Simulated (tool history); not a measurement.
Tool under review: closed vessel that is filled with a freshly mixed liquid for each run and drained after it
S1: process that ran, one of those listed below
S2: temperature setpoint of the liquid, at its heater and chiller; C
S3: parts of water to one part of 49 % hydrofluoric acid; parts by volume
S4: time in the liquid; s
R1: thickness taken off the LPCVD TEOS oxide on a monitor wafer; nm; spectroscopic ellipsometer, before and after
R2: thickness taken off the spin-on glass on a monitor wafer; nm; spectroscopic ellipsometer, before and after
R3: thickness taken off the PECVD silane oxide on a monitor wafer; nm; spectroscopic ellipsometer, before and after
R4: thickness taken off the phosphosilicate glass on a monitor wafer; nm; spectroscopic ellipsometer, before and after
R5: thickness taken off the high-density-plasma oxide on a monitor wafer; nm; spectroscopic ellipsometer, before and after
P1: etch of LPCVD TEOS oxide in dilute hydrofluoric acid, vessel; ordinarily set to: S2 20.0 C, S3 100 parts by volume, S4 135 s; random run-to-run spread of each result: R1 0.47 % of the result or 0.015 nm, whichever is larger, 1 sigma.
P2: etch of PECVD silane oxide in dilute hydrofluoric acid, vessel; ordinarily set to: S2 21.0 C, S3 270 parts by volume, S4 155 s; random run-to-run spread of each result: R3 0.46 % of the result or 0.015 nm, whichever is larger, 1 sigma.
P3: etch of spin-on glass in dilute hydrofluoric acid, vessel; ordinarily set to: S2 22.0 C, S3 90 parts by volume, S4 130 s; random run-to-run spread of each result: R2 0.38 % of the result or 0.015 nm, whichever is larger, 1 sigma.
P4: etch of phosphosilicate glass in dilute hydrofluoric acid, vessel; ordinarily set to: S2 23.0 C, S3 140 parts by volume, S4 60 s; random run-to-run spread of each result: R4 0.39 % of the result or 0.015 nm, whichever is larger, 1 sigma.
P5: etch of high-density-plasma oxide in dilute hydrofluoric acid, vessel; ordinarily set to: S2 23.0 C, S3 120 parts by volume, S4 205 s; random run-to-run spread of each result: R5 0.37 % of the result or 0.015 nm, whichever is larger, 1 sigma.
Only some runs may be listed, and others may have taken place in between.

Run 1, hour 9.9: S1 P1, S2 20.0 C, S3 100 parts by volume, S4 135 s. Result: R1 52.6170 nm.
Run 2, hour 20.1: S1 P3, S2 22.0 C, S3 145 parts by volume, S4 130 s. Result: R2 27.539 nm.
Run 3, hour 33.5: S1 P1, S2 20.0 C, S3 100 parts by volume, S4 135 s. Result: R1 52.6030 nm.
Run 4, hour 50.3: S1 P2, S2 21.0 C, S3 270 parts by volume, S4 155 s. Result: R3 21.863 nm.
Run 5, hour 65.4: S1 P4, S2 23.0 C, S3 140 parts by volume, S4 60 s. Result: R4 39.977 nm.
Run 6, hour 83.5: S1 P1, S2 20.0 C, S3 100 parts by volume, S4 135 s. Result: R1 52.9880 nm.
Run 7, hour 97.0: S1 P1, S2 20.0 C, S3 100 parts by volume, S4 135 s. Result: R1 52.5030 nm.
Run 8, hour 112.3: S1 P1, S2 20.0 C, S3 100 parts by volume, S4 30 s. Result: R1 11.7720 nm.
Run 9, hour 131.2: S1 P2, S2 21.0 C, S3 475 parts by volume, S4 155 s. Result: R3 10.393 nm.
Run 10, hour 143.9: S1 P2, S2 21.0 C, S3 270 parts by volume, S4 155 s. Result: R3 21.818 nm.
Run 11, hour 162.4: S1 P5, S2 18.0 C, S3 120 parts by volume, S4 205 s. Result: R5 12.2000 nm.
Run 12, hour 170.6: S1 P3, S2 22.0 C, S3 90 parts by volume, S4 130 s. Result: R2 47.560 nm.
Run 13, hour 183.4: S1 P5, S2 23.0 C, S3 195 parts by volume, S4 205 s. Result: R5 8.4923 nm.
Run 14, hour 197.5: S1 P1, S2 24.5 C, S3 100 parts by volume, S4 135 s. Result: R1 63.6020 nm.
Run 15, hour 206.4: S1 P1, S2 17.0 C, S3 165 parts by volume, S4 135 s. Result: R1 26.5550 nm.
Run 16, hour 220.6: S1 P2, S2 21.0 C, S3 270 parts by volume, S4 315 s. Result: R3 44.817 nm.
Run 17, hour 232.5: S1 P1, S2 20.0 C, S3 100 parts by volume, S4 135 s. Result: R1 52.9810 nm.
Run 18, hour 241.3: S1 P1, S2 20.0 C, S3 165 parts by volume, S4 30 s. Result: R1 6.6692 nm.
Run 19, hour 260.1: S1 P1, S2 20.0 C, S3 100 parts by volume, S4 215 s. Result: R1 84.3760 nm.
Run 20, hour 272.0: S1 P1, S2 17.0 C, S3 100 parts by volume, S4 135 s. Result: R1 46.2410 nm.
Run 21, hour 285.2: S1 P1, S2 20.0 C, S3 100 parts by volume, S4 135 s. Result: R1 52.8590 nm.
Run 22, hour 299.6: S1 P4, S2 30.0 C, S3 140 parts by volume, S4 60 s. Result: R4 52.077 nm.
Run 23, hour 316.6: S1 P4, S2 23.0 C, S3 45 parts by volume, S4 60 s. Result: R4 139.400 nm.
Run 24, hour 325.5: S1 P5, S2 23.0 C, S3 120 parts by volume, S4 205 s. Result: R5 15.0420 nm.
Run 25, hour 341.3: S1 P1, S2 20.0 C, S3 150 parts by volume, S4 135 s. Result: R1 33.3750 nm.

Run 26 is up next; what results do you expect?
Run 26, hour 355.5: S1 P2, S2 29.5 C, S3 270 parts by volume, S4 155 s. Result: R3 ?.

R3: 29.393 nm
